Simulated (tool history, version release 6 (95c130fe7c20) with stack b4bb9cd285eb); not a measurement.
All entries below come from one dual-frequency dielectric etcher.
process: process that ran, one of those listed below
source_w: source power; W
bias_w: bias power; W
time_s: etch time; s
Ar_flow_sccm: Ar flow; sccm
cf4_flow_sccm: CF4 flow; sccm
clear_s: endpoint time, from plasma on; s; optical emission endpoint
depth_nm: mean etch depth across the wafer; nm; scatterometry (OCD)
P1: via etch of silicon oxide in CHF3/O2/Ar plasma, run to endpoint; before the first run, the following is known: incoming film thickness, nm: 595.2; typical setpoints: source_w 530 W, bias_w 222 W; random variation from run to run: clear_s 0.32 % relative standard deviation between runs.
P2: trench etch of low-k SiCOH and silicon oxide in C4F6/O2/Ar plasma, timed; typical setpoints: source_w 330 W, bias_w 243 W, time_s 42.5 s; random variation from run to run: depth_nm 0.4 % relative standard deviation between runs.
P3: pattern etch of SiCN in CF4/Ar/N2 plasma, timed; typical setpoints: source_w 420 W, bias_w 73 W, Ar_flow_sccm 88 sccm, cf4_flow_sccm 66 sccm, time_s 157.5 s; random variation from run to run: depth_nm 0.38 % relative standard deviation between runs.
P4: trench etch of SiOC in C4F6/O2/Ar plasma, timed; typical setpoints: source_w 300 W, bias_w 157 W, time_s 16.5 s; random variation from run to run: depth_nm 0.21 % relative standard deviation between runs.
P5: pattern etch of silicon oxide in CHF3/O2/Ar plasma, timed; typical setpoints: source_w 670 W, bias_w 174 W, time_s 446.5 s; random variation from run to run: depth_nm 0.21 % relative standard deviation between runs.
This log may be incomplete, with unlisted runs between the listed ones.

Run 1, hour 5.9: process P1, source_w 530 W, bias_w 222 W. Result: clear_s 287.47 s.
Run 2, hour 11.2: process P1, source_w 670 W, bias_w 222 W. Result: clear_s 261.83 s.
Run 3, hour 17.7: process P5, source_w 670 W, bias_w 174 W, time_s 446.5 s. Result: depth_nm 891.03 nm.
Run 4, hour 23.4: process P5, source_w 670 W, bias_w 174 W, time_s 614 s. Result: depth_nm 1225.2 nm.
Run 5, hour 28.5: process P5, source_w 480 W, bias_w 174 W, time_s 446.5 s. Result: depth_nm 783.57 nm.
Run 6, hour 32.4: process P1, source_w 530 W, bias_w 155 W. Result: clear_s 324.82 s.
Run 7, hour 36: process P1, source_w 530 W, bias_w 222 W. Result: clear_s 286.46 s.
Run 8, hour 40.7: process P3, source_w 420 W, bias_w 73 W, time_s 118 s, Ar_flow_sccm 88 sccm, cf4_flow_sccm 66 sccm. Result: depth_nm 96.967 nm.
Run 9, hour 46.7: process P2, source_w 330 W, bias_w 243 W, time_s 25.5 s. Result: depth_nm 78.727 nm.
Run 10, hour 50.6: process P4, source_w 390 W, bias_w 157 W, time_s 16.5 s. Result: depth_nm 32.262 nm.
Run 11, hour 56.3: process P4, source_w 300 W, bias_w 157 W, time_s 12.5 s. Result: depth_nm 22.11 nm.
Run 12, hour 62.1: process P2, source_w 330 W, bias_w 243 W, time_s 42.5 s. Result: depth_nm 131.6 nm.
Run 13, hour 66.3: process P2, source_w 330 W, bias_w 176 W, time_s 42.5 s. Result: depth_nm 118.32 nm.
Run 14, hour 69.6: process P1, source_w 530 W, bias_w 222 W. Result: clear_s 286.43 s.
Run 15, hour 73.7: process P1, source_w 650 W, bias_w 292 W. Result: clear_s 240.4 s.
Run 16, hour 79.7: process P3, source_w 420 W, bias_w 73 W, time_s 157.5 s, Ar_flow_sccm 88 sccm, cf4_flow_sccm 66 sccm. Result: depth_nm 128.99 nm.
Run 17, hour 83.5: process P4, source_w 300 W, bias_w 157 W, time_s 16.5 s. Result: depth_nm 29.231 nm.
Run 18, hour 87.3: process P3, source_w 420 W, bias_w 73 W, time_s 157.5 s, Ar_flow_sccm 118 sccm, cf4_flow_sccm 66 sccm. Result: depth_nm 124.17 nm.
Run 19, hour 93.9: process P2, source_w 430 W, bias_w 243 W, time_s 42.5 s. Result: depth_nm 145.21 nm.
Run 20, hour 97.9: process P1, source_w 530 W, bias_w 305 W. Result: clear_s 256.59 s.
Run 21, hour 101.4: process P4, source_w 300 W, bias_w 126 W, time_s 16.5 s. Result: depth_nm 27.336 nm.
Run 22, hour 106.5: process P3, source_w 560 W, bias_w 73 W, time_s 157.5 s, Ar_flow_sccm 88 sccm, cf4_flow_sccm 66 sccm. Result: depth_nm 166.59 nm.
Run 23, hour 111.7: process P1, source_w 530 W, bias_w 222 W. Result: clear_s 286.57 s.
Run 24, hour 116.7: process P3, source_w 420 W, bias_w 87 W, time_s 157.5 s, Ar_flow_sccm 88 sccm, cf4_flow_sccm 66 sccm. Result: depth_nm 138.36 nm.
Run 25, hour 120: process P1, source_w 530 W, bias_w 222 W. Result: clear_s 285.66 s.
At hour 121.7: source power generator calibrated.
Run 26, hour 124.5: process P1, source_w 530 W, bias_w 222 W. Result: clear_s 285.64 s.
Run 27, hour 127.8: process P1, source_w 530 W, bias_w 222 W. Result: clear_s 286.45 s.
Run 28, hour 131.2: process P5, source_w 670 W, bias_w 174 W, time_s 446.5 s. Result: depth_nm 891.73 nm.
Run 29, hour 135.7: process P5, source_w 670 W, bias_w 225 W, time_s 446.5 s. Result: depth_nm 968.48 nm.
Run 30, hour 139.2: process P3, source_w 420 W, bias_w 73 W, time_s 157.5 s, Ar_flow_sccm 88 sccm, cf4_flow_sccm 82 sccm. Result: depth_nm 133.81 nm.
Run 31, hour 145.7: process P1, source_w 430 W, bias_w 222 W. Result: clear_s 309.09 s.
Run 32, hour 150.2: process P1, source_w 530 W, bias_w 222 W. Result: clear_s 286.89 s.
Run 33, hour 153.9: process P1, source_w 530 W, bias_w 222 W. Result: clear_s 284.83 s.
Run 34, hour 159.6: process P1, source_w 530 W, bias_w 222 W. Result: clear_s 283.23 s.
Run 35, hour 162.7: process P1, source_w 530 W, bias_w 222 W. Result: clear_s 282.46 s.
At hour 163.4: wet clean of the chamber.
Run 36, hour 165.7: process P1, source_w 530 W, bias_w 222 W. Result: clear_s 283.25 s.
Run 37, hour 170.5: process P1, source_w 530 W, bias_w 222 W. Result: clear_s 281.81 s.
Run 38, hour 175.7: process P1, source_w 530 W, bias_w 222 W. Result: clear_s 282.86 s.
Run 39, hour 179.2: process P1, source_w 530 W, bias_w 222 W. Result: clear_s 282.39 s.

P1 has crept away from where it was. The log is fitted equally well by each of these 2 causes, at the sizes shown:
A: source power that arrives over what is set, % = 4.27
B: bias power that arrives over what is set, % = 4.56
Creep in the process output first set in at about hour 150.2.
Why every other cause is out:
chamber walls in a state that raises the etch rate, %: maintenance at hour 163.4, after the shift began, did not return the process to its former output

The 4 check runs listed below each average the results of 2 wafers, and their outcomes are marked with question marks. Under which run would the listed causes produce clearly different results?
Run check 1, hour 182.7: process P5, source_w 670 W, bias_w 174 W, time_s 446.5 s. Result: depth_nm ?.
Run check 2, hour 182.7: process P3, source_w 420 W, bias_w 73 W, time_s 157.5 s, Ar_flow_sccm 88 sccm, cf4_flow_sccm 66 sccm. Result: depth_nm ?.
Run check 3, hour 182.7: process P2, source_w 330 W, bias_w 243 W, time_s 42.5 s. Result: depth_nm ?.
Run check 4, hour 182.7: process P4, source_w 300 W, bias_w 157 W, time_s 16.5 s. Result: depth_nm ?.

Predicted outcomes, by check and by cause:
  check    result    if A    if B
check 1  depth_nm  905.09  903.97
check 2  depth_nm   134.4  131.58
check 3  depth_nm  133.55  133.45
check 4  depth_nm  29.654  29.588
How far apart the two closest causes lie, in the result that separates them most: check 1 0.12 %; check 2 2.13 %; check 3 0.07 %; check 4 0.22 %
Check 2 tells the causes apart: in the others they would give nearly the same result.

After running check 2, the following was obtained: depth_nm 134.66 nm. Which cause does this point to?

The correct cause is A, namely: source power that arrives over what is set, %.
